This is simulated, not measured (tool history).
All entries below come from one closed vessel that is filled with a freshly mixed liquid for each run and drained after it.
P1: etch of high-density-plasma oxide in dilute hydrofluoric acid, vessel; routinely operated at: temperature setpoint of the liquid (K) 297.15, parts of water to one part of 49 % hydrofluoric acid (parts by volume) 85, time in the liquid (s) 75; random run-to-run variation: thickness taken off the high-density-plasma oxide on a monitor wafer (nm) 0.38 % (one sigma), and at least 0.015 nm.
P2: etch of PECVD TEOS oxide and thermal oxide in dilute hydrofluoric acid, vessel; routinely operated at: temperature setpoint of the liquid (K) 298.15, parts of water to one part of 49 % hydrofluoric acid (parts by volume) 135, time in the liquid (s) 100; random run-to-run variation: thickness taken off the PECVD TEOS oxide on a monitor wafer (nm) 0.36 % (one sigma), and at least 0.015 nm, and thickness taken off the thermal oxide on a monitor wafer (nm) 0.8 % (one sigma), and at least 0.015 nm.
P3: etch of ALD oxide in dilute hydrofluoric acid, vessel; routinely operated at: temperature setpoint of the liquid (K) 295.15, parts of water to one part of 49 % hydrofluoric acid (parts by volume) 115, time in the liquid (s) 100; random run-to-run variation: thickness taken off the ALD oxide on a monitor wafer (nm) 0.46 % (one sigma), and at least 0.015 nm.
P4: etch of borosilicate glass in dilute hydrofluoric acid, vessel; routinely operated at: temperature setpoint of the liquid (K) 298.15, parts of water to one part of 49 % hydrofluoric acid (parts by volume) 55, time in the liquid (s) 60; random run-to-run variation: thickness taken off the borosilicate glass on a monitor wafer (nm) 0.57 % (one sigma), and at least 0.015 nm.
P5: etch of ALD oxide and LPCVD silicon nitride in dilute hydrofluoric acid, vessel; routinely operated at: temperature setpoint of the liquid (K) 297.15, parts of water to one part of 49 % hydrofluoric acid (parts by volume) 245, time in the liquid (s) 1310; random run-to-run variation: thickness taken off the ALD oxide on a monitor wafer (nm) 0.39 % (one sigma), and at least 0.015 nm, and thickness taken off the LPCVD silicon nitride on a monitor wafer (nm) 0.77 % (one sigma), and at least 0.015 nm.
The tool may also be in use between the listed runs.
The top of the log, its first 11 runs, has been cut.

run   hour  process that ran  temperature setpoint of the liquid (K)  parts of water to one part of 49 % hydrofluoric acid (parts by volume)  time in the liquid (s)  hours since the thermometer was replaced  hours since the hydrofluoric acid flow meter was replaced  thickness taken off the high-density-plasma oxide on a monitor wafer (nm)  thickness taken off the ALD oxide on a monitor wafer (nm)  thickness taken off the PECVD TEOS oxide on a monitor wafer (nm)  thickness taken off the thermal oxide on a monitor wafer (nm)  thickness taken off the LPCVD silicon nitride on a monitor wafer (nm)  thickness taken off the borosilicate glass on a monitor wafer (nm)
 12   61.6                P1                                  297.15                                                                      45                      75                                     370.1                                                     1335.9                                                                    15.2490
 13   69.0                P5                                  297.15                                                                     245                    1310                                     377.5                                                     1343.3                                                                                                                               52.7880                                                                                                                                                                                                2.786800
 14   73.0                P3                                  302.15                                                                     115                     100                                     381.5                                                     1347.3                                                                                                                               33.9620
 15   77.6                P5                                  297.15                                                                     245                    1310                                     386.1                                                     1351.9                                                                                                                               53.0050                                                                                                                                                                                                2.740400
 16   83.8                P1                                  290.15                                                                      85                      45                                     392.3                                                     1358.1                                                                     3.4277
 17   91.0                P4                                  298.15                                                                      55                      30                                     399.5                                                     1365.3                                                                                                                                                                                                                                                                                                                                                                                                            21.666
 18   96.1                P4                                  305.15                                                                      55                      60                                     404.6                                                     1370.4                                                                                                                                                                                                                                                                                                                                                                                                            57.132
 19  102.4                P3                                  295.15                                                                     115                     100                                     410.9                                                     1376.7                                                                                                                               26.2900
 20  109.7                P1                                  297.15                                                                      85                      75                                     418.2                                                     1384.0                                                                     7.7210
 21  113.5                P1                                  305.15                                                                      85                      75                                     422.0                                                     1387.8                                                                    10.4410
 22  120.7                P4                                  298.15                                                                      55                      60                                     429.2                                                     1395.0                                                                                                                                                                                                                                                                                                                                                                                                            43.211
 23  127.9                P1                                  290.15                                                                      85                      75                                     436.4                                                     1402.2                                                                     5.6982
 24  132.6                P5                                  292.65                                                                     245                    1310                                     441.1                                                     1406.9                                                                                                                               44.9630                                                                                                                                                                                                2.067400
 25  137.2                P1                                  297.15                                                                      85                      35                                     445.7                                                     1411.5                                                                     3.5780
 26  140.9                P1                                  302.65                                                                     115                      75                                     449.4                                                     1415.2                                                                     6.7050
 27  147.8                P2                                  298.15                                                                      70                     100                                     456.3                                                     1422.1                                                                                                                                                                                                 13.2010                                                         6.8533
 28  154.9                P1                                  297.15                                                                      85                      75                                     463.4                                                     1429.2                                                                     7.6351
 29  159.0                P2                                  290.65                                                                     135                     100                                     467.5                                                     1433.3                                                                                                                                                                                                  4.6578                                                         2.4388
 30  162.3                P5                                  297.15                                                                     355                    1310                                     470.8                                                     1436.6                                                                                                                               32.7040                                                                                                                                                                                                1.898800
 31  168.1                P4                                  298.15                                                                     100                      60                                     476.6                                                     1442.4                                                                                                                                                                                                                                                                                                                                                                                                            22.500
 32  172.8                P2                                  298.15                                                                     135                      40                                     481.3                                                     1447.1                                                                                                                                                                                                  2.5113                                                         1.2868

For run 33, what comes out?
 33  177.1                P1                                  297.15                                                                      85                     135                                     485.6                                                     1451.4                                                                          ?

{"run 33": {"thickness taken off the high-density-plasma oxide on a monitor wafer (nm)": 13.8}}

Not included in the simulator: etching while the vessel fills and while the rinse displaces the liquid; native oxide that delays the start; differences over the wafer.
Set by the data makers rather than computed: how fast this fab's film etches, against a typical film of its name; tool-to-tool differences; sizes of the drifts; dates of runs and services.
